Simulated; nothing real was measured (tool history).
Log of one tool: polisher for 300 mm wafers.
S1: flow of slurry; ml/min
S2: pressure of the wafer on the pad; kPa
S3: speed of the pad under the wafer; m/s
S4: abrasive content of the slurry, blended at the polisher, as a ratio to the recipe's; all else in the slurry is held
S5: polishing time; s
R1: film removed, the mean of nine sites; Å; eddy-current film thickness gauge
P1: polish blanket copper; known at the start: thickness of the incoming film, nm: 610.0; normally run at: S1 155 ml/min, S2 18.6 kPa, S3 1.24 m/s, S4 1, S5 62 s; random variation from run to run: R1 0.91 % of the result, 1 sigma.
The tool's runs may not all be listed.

Run 1, hour 5.8: S1 155 ml/min, S2 18.6 kPa, S3 1.24 m/s, S4 1, S5 62 s. Result: R1 2348.1 Å.
Run 2, hour 11.4: S1 155 ml/min, S2 18.6 kPa, S3 1.24 m/s, S4 1, S5 83 s. Result: R1 3165.1 Å.
Run 3, hour 15.2: S1 155 ml/min, S2 18.6 kPa, S3 1.24 m/s, S4 1, S5 62 s. Result: R1 2390.5 Å.
Run 4, hour 18.9: S1 155 ml/min, S2 11.7 kPa, S3 1.24 m/s, S4 1, S5 62 s. Result: R1 1506.5 Å.
Run 5, hour 22.9: S1 95 ml/min, S2 18.6 kPa, S3 1.24 m/s, S4 1, S5 62 s. Result: R1 2164 Å.
Run 6, hour 30.1: S1 155 ml/min, S2 10.3 kPa, S3 1.24 m/s, S4 1.4, S5 62 s. Result: R1 1422.8 Å.
Run 7, hour 35.2: S1 155 ml/min, S2 18.6 kPa, S3 0.74 m/s, S4 1.4, S5 62 s. Result: R1 1544.4 Å.
Run 8, hour 39.7: S1 155 ml/min, S2 18.6 kPa, S3 1.24 m/s, S4 1, S5 62 s. Result: R1 2394.8 Å.
Run 9, hour 47.1: S1 195 ml/min, S2 18.6 kPa, S3 1.24 m/s, S4 1, S5 62 s. Result: R1 2485 Å.
At hour 47.7: slurry nozzle cleaned.
Run 10, hour 50.6: S1 155 ml/min, S2 18.6 kPa, S3 0.66 m/s, S4 1, S5 62 s. Result: R1 1274.6 Å.
Run 11, hour 54.6: S1 155 ml/min, S2 18.6 kPa, S3 1.24 m/s, S4 1.25, S5 62 s. Result: R1 2540.6 Å.
Run 12, hour 59.2: S1 155 ml/min, S2 18.6 kPa, S3 1.24 m/s, S4 1, S5 34 s. Result: R1 1319.9 Å.
Run 13, hour 63.6: S1 155 ml/min, S2 18.6 kPa, S3 1.24 m/s, S4 0.55, S5 62 s. Result: R1 2120.5 Å.
Run 14, hour 67.6: S1 155 ml/min, S2 18.6 kPa, S3 1.6 m/s, S4 1, S5 62 s. Result: R1 3039.4 Å.
Run 15, hour 73.6: S1 155 ml/min, S2 18.6 kPa, S3 1.24 m/s, S4 1, S5 62 s. Result: R1 2435.7 Å.
Run 16, hour 78.2: S1 155 ml/min, S2 29 kPa, S3 1.24 m/s, S4 1, S5 62 s. Result: R1 3729.2 Å.
Run 17, hour 81.8: S1 155 ml/min, S2 18.6 kPa, S3 1.66 m/s, S4 1, S5 46 s. Result: R1 2354.8 Å.
Run 18, hour 86.4: S1 155 ml/min, S2 18.6 kPa, S3 1.24 m/s, S4 1, S5 62 s. Result: R1 2396.4 Å.
Run 19, hour 90.5: S1 155 ml/min, S2 18.6 kPa, S3 1.24 m/s, S4 1, S5 62 s. Result: R1 2335 Å.
Run 20, hour 95.6: S1 155 ml/min, S2 18.6 kPa, S3 1.24 m/s, S4 1, S5 62 s. Result: R1 2270.6 Å.
Run 21, hour 101.3: S1 155 ml/min, S2 18.6 kPa, S3 1.24 m/s, S4 1, S5 62 s. Result: R1 2229.5 Å.
At hour 105.9: head pressure recalibrated.
Run 22, hour 108: S1 155 ml/min, S2 18.6 kPa, S3 1.24 m/s, S4 1, S5 62 s. Result: R1 2218.2 Å.
Run 23, hour 111.3: S1 155 ml/min, S2 18.6 kPa, S3 1.24 m/s, S4 1, S5 62 s. Result: R1 2183.1 Å.
Run 24, hour 115.6: S1 155 ml/min, S2 18.6 kPa, S3 1.24 m/s, S4 1, S5 62 s. Result: R1 2200.7 Å.
Run 25, hour 119.4: S1 155 ml/min, S2 18.6 kPa, S3 1.24 m/s, S4 1, S5 62 s. Result: R1 2197.5 Å.
At hour 120.2: slurry blender recalibrated.
Run 26, hour 123.5: S1 155 ml/min, S2 18.6 kPa, S3 1.24 m/s, S4 1, S5 62 s. Result: R1 2194 Å.
Run 27, hour 127.7: S1 155 ml/min, S2 18.6 kPa, S3 1.24 m/s, S4 1, S5 62 s. Result: R1 2180.9 Å.
Run 28, hour 132.6: S1 155 ml/min, S2 18.6 kPa, S3 1.24 m/s, S4 1, S5 62 s. Result: R1 2173.1 Å.
Run 29, hour 136.1: S1 155 ml/min, S2 18.6 kPa, S3 1.24 m/s, S4 1, S5 62 s. Result: R1 2195.1 Å.

What P1 gives has crept away from where it was. These 2 causes fit the log equally well, each at the size given:
A: slurry flow missing at the pad, % = 36.8
B: removal rate lost through wear of the pad, % = 9.04
The creep began at about hour 86.4.
Why every other cause is out:
head's pressure below its setpoint, %: serviced at hour 105.9, which brought nothing back
abrasive missing from the slurry, %: serviced at hour 120.2, which brought nothing back

4 check runs are offered, each on 2 wafers whose results are averaged, their results left as question marks. Which one tells the causes apart?
Run check 1, hour 139.6: S1 95 ml/min, S2 18.6 kPa, S3 1.24 m/s, S4 1, S5 45 s. Result: R1 ?.
Run check 2, hour 139.6: S1 155 ml/min, S2 13.8 kPa, S3 1.24 m/s, S4 1, S5 62 s. Result: R1 ?.
Run check 3, hour 139.6: S1 155 ml/min, S2 18.6 kPa, S3 1.24 m/s, S4 0.55, S5 44 s. Result: R1 ?.
Run check 4, hour 139.6: S1 155 ml/min, S2 28.3 kPa, S3 1.24 m/s, S4 1, S5 62 s. Result: R1 ?.

What each check would give under each cause:
  check  result    if A    if B
check 1      R1  1358.4  1428.9
check 2      R1  1615.9  1615.9
check 3      R1  1368.3  1368.3
check 4      R1  3312.5  3312.6
How far apart the two closest causes lie, in the result that separates them most: check 1 5.06 %; check 2 0 %; check 3 0 %; check 4 0 %
Check 1 tells the causes apart: in the others they would give nearly the same result.

Then check 1 was run and gave: R1 1441.2 Å. Which cause is it?

It is B: removal rate lost through wear of the pad, %.
